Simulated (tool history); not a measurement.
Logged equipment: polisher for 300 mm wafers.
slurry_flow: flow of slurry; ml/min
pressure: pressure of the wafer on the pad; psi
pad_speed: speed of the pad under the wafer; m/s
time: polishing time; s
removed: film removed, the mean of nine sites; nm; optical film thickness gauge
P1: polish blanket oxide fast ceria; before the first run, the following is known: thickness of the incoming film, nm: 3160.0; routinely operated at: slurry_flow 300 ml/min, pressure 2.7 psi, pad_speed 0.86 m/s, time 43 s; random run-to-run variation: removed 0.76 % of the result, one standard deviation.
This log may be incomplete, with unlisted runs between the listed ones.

{"run": 1, "day": 0.562, "slurry_flow": 300, "pressure": 2.7, "pad_speed": 0.86, "time": 43, "removed": 525.96}
{"run": 2, "day": 0.888, "slurry_flow": 300, "pressure": 2.7, "pad_speed": 0.86, "time": 43, "removed": 526.82}
{"run": 3, "day": 1.45, "slurry_flow": 300, "pressure": 2.7, "pad_speed": 0.86, "time": 43, "removed": 525.97}
{"run": 4, "day": 1.846, "slurry_flow": 425, "pressure": 2.7, "pad_speed": 0.86, "time": 43, "removed": 542.09}
{"run": 5, "day": 2.246, "slurry_flow": 300, "pressure": 2.7, "pad_speed": 0.58, "time": 43, "removed": 359.73}
{"day": 2.408, "done": "slurry nozzle cleaned"}
{"run": 6, "day": 2.525, "slurry_flow": 300, "pressure": 4.2, "pad_speed": 0.86, "time": 43, "removed": 823.29}
{"run": 7, "day": 2.896, "slurry_flow": 300, "pressure": 2.7, "pad_speed": 1.36, "time": 43, "removed": 828.1}
{"run": 8, "day": 3.467, "slurry_flow": 300, "pressure": 2.7, "pad_speed": 0.86, "time": 24, "removed": 293.92}
{"run": 9, "day": 3.95, "slurry_flow": 300, "pressure": 2.7, "pad_speed": 0.86, "time": 43, "removed": 525.85}
{"run": 10, "day": 4.354, "slurry_flow": 300, "pressure": 2.7, "pad_speed": 0.86, "time": 43, "removed": 524.06}
{"run": 11, "day": 4.929, "slurry_flow": 300, "pressure": 2.7, "pad_speed": 0.6, "time": 66, "removed": 564.87}
{"run": 12, "day": 5.442, "slurry_flow": 300, "pressure": 2.7, "pad_speed": 0.86, "time": 68, "removed": 835.49}
{"run": 13, "day": 5.912, "slurry_flow": 180, "pressure": 2.7, "pad_speed": 0.86, "time": 43, "removed": 494.22}
{"run": 14, "day": 6.367, "slurry_flow": 195, "pressure": 2.7, "pad_speed": 0.66, "time": 43, "removed": 380.7}
{"run": 15, "day": 6.617, "slurry_flow": 300, "pressure": 1.3, "pad_speed": 0.86, "time": 43, "removed": 255.06}
{"run": 16, "day": 7.021, "slurry_flow": 300, "pressure": 2.7, "pad_speed": 0.42, "time": 22, "removed": 133.73}
{"run": 17, "day": 7.542, "slurry_flow": 300, "pressure": 2.7, "pad_speed": 0.86, "time": 43, "removed": 527.55}
{"run": 18, "day": 7.875, "slurry_flow": 300, "pressure": 2.7, "pad_speed": 0.86, "time": 43, "removed": 520.72}
{"run": 19, "day": 8.446, "slurry_flow": 300, "pressure": 2.7, "pad_speed": 0.86, "time": 43, "removed": 506}
{"run": 20, "day": 8.846, "slurry_flow": 300, "pressure": 2.7, "pad_speed": 0.86, "time": 43, "removed": 501.69}
{"day": 9.3, "done": "worn pad replaced by a new one"}
{"run": 21, "day": 9.396, "slurry_flow": 300, "pressure": 2.7, "pad_speed": 0.86, "time": 43, "removed": 506.33}
{"run": 22, "day": 9.683, "slurry_flow": 300, "pressure": 2.7, "pad_speed": 0.86, "time": 43, "removed": 504.24}
{"run": 23, "day": 10.225, "slurry_flow": 300, "pressure": 2.7, "pad_speed": 0.86, "time": 43, "removed": 498.2}

Compared with where it was, what P1 gives has crept away. Each cause listed below fits the log as well as the rest, at the size given for it:
A: slurry flow missing at the pad, % = 35
B: head's pressure below its setpoint, % = 4.69
Creep in the process output first set in at about day 7.542.
Every other cause this tool's parts could produce, and why it does not fit the log:
removal rate lost through wear of the pad, %: its service at day 9.3 followed the start of the drift and did not put the process back to its old value

You are offered 4 check runs, listed below with question marks in place of their results; each one averages 5 wafers. Which run separates the listed causes by giving clearly different results for each?
{"run": "check 1", "day": 10.767, "slurry_flow": 300, "pressure": 1.3, "pad_speed": 0.86, "time": 63, "removed": "?"}
{"run": "check 2", "day": 10.767, "slurry_flow": 180, "pressure": 2.7, "pad_speed": 1.04, "time": 43, "removed": "?"}
{"run": "check 3", "day": 10.767, "slurry_flow": 300, "pressure": 3.9, "pad_speed": 0.86, "time": 52, "removed": "?"}
{"run": "check 4", "day": 10.767, "slurry_flow": 300, "pressure": 2.7, "pad_speed": 0.86, "time": 64, "removed": "?"}

If the cause were each of the candidates in turn, the checks would give the following:
check=check_1 result=removed if_A=353.41 if_B=353.37
check=check_2 result=removed if_A=554.49 if_B=570.96
check=check_3 result=removed if_A=875.11 if_B=875.02
check=check_4 result=removed if_A=745.65 if_B=745.58
Smallest distance between any two causes, each pair judged by its most separating result, in per cent: check 1 0.01 %; check 2 2.93 %; check 3 0.01 %; check 4 0.01 %
Of the check runs offered, only check 2 discriminates between the causes; the rest would read about the same regardless of which cause applies.

Check 2 was carried out, with these results: removed 552.59 nm. Which of the listed causes is responsible?

Of the candidate causes, it is A: slurry flow missing at the pad, %.

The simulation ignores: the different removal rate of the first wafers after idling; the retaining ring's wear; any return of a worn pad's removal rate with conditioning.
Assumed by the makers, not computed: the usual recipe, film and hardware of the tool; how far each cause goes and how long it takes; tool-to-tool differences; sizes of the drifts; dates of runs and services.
